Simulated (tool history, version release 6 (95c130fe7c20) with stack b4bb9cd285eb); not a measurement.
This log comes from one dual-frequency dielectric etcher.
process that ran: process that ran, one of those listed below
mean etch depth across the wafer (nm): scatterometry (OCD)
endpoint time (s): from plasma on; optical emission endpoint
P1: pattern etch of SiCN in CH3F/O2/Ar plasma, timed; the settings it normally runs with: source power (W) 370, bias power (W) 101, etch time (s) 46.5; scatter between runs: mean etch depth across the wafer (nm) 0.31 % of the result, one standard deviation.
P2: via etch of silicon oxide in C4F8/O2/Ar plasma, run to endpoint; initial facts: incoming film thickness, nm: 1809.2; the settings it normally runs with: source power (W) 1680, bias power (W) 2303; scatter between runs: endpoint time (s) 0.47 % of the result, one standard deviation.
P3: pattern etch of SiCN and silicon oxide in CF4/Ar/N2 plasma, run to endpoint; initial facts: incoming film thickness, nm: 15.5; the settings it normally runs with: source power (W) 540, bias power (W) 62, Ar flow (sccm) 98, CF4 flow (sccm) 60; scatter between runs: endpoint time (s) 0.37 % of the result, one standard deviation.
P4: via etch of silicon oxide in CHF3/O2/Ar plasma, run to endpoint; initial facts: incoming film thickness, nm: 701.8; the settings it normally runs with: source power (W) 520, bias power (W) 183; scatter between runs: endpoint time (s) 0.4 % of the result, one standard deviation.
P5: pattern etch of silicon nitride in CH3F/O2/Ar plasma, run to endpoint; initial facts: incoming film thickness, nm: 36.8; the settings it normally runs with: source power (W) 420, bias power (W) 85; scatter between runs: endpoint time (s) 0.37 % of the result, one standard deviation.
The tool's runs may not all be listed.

run   hour  process that ran  source power (W)  bias power (W)  etch time (s)  Ar flow (sccm)  CF4 flow (sccm)  hours since the last wet clean  hours since the last source power generator calibration  hours since the last bias power generator calibration  mean etch depth across the wafer (nm)  endpoint time (s)
  1    3.8                P1               370             101           46.5                                                            353.4                                                   1607.8                                                  779.2                                 19.689
  2   10.2                P3               540              62                             98               39                           359.8                                                   1614.2                                                  785.6                                                    17.996
  3   17.1                P3               540              62                             98               60                           366.7                                                   1621.1                                                  792.5                                                    16.656
  4   22.0                P2              2300            2303                                                                           371.6                                                   1626.0                                                  797.4                                                   336.690
  5   27.3                P2              1680            2876                                                                           376.9                                                   1631.3                                                  802.7                                                   355.730
  6   34.0                P1               370             101           63.0                                                            383.6                                                   1638.0                                                  809.4                                 26.629
  7   39.8                P1               370             101           46.5                                                            389.4                                                   1643.8                                                  815.2                                 19.681
  8   44.3                P1               370             134           46.5                                                            393.9                                                   1648.3                                                  819.7                                 21.946
  9   47.7                P3               420              62                             98               60                           397.3                                                   1651.7                                                  823.1                                                    20.966
 10   54.2                P5               420              85                                                                           403.8                                                   1658.2                                                  829.6                                                    49.139
 11   59.4                P1               520             101           46.5                                                            409.0                                                   1663.4                                                  834.8                                 22.285
 12   64.3                P4               520             139                                                                           413.9                                                   1668.3                                                  839.7                                                   407.850
 13   69.4                P5               420              50                                                                           419.0                                                   1673.4                                                  844.8                                                    58.439
 14   76.6                P1               300              66           46.5                                                            426.2                                                   1680.6                                                  852.0                                 15.551
 15   83.5                P1               370             101           30.5                                                            433.1                                                   1687.5                                                  858.9                                 12.877
 16   87.9                P5               420              85                                                                           437.5                                                   1691.9                                                  863.3                                                    48.836
 17   92.3                P4               730             183                                                                           441.9                                                   1696.3                                                  867.7                                                   325.940
 18   99.2                P3               540              41                             98               60                           448.8                                                   1703.2                                                  874.6                                                    19.041
 19  104.7                P1               370             101           46.5                                                            454.3                                                   1708.7                                                  880.1                                 19.674
 20  110.7                P3               540              62                            123               60                           460.3                                                   1714.7                                                  886.1                                                    17.351
 21  114.9                P1               220             101           46.5                                                            464.5                                                   1718.9                                                  890.3                                 16.195
 22  120.6                P1               370             101           46.5                                                            470.2                                                   1724.6                                                  896.0                                 19.587
     121.0  -- wet clean of the chamber
 23  126.2                P2              1680            2303                                                                             5.2                                                   1730.2                                                  901.6                                                   383.110
 24  133.8                P4               520             183                                                                            12.8                                                   1737.8                                                  909.2                                                   372.110
 25  139.1                P3               540              62                             98               60                            18.1                                                   1743.1                                                  914.5                                                    16.626
 26  144.6                P1               370             101           46.5                                                             23.6                                                   1748.6                                                  920.0                                 19.657
 27  149.6                P4               520             183                                                                            28.6                                                   1753.6                                                  925.0                                                   373.680
 28  156.7                P5               520              85                                                                            35.7                                                   1760.7                                                  932.1                                                    45.362
 29  163.4                P1               370              61           46.5                                                             42.4                                                   1767.4                                                  938.8                                 16.357
 30  169.2                P1               370             101           46.5                                                             48.2                                                   1773.2                                                  944.6                                 19.614
 31  176.1                P1               370             101           46.5                                                             55.1                                                   1780.1                                                  951.5                                 19.504
 32  181.8                P1               370             101           46.5                                                             60.8                                                   1785.8                                                  957.2                                 19.400
 33  188.0                P1               370             101           46.5                                                             67.0                                                   1792.0                                                  963.4                                 19.419
 34  191.9                P1               370             101           46.5                                                             70.9                                                   1795.9                                                  967.3                                 19.300
     196.8  -- wet clean of the chamber
 35  199.4                P1               370             101           46.5                                                              2.7                                                   1803.4                                                  974.8                                 19.357
 36  204.4                P1               370             101           46.5                                                              7.7                                                   1808.4                                                  979.8                                 19.298
 37  209.3                P1               370             101           46.5                                                             12.6                                                   1813.3                                                  984.7                                 19.358
 38  214.5                P1               370             101           46.5                                                             17.8                                                   1818.5                                                  989.9                                 19.296
 39  220.2                P1               370             101           46.5                                                             23.5                                                   1824.2                                                  995.6                                 19.354
 40  225.3                P1               370             101           46.5                                                             28.6                                                   1829.3                                                 1000.7                                 19.447
 41  231.7                P1               370             101           46.5                                                             35.0                                                   1835.7                                                 1007.1                                 19.375

What P1 gives has crept away from where it was. These 2 causes fit the log equally well, each at the size given:
A: bias power that arrives under what is set, % = 4.25
B: source power that arrives under what is set, % = 4.37
Creep in the process output first set in at about hour 169.2.
Why every other cause is out:
chamber walls in a state that lowers the etch rate, %: serviced at hour 196.8, after the change had begun; the process did not return to its earlier output

You are offered 4 check runs, listed below with question marks in place of their results; each one averages 2 wafers. Which run separates the listed causes by giving clearly different results for each?
check 1  238.1                P2              1680            2303                                                                                                                                                                                                                                                         ?
check 2  238.1                P4               520             183                                                                                                                                                                                                                                                         ?
check 3  238.1                P5               420              85                                                                                                                                                                                                                                                         ?
check 4  238.1                P3               540              62                             98               60                                                                                                                                                                                                         ?

Outcome of each check run for each possible cause:
  check             result     if A     if B
check 1  endpoint time (s)  384.920  386.740
check 2  endpoint time (s)  377.440  378.300
check 3  endpoint time (s)   49.775   49.849
check 4  endpoint time (s)   16.954   17.389
Per-check spread between the two closest causes, in the result where they differ most: check 1 0.47 %; check 2 0.23 %; check 3 0.15 %; check 4 2.53 %
Only in check 4 would the causes give clearly different results; in the remaining checks their results would be nearly the same.

After running check 4, the following was obtained: endpoint time (s) 17.377. Which cause does this point to?

B is the cause: source power that arrives under what is set, %.

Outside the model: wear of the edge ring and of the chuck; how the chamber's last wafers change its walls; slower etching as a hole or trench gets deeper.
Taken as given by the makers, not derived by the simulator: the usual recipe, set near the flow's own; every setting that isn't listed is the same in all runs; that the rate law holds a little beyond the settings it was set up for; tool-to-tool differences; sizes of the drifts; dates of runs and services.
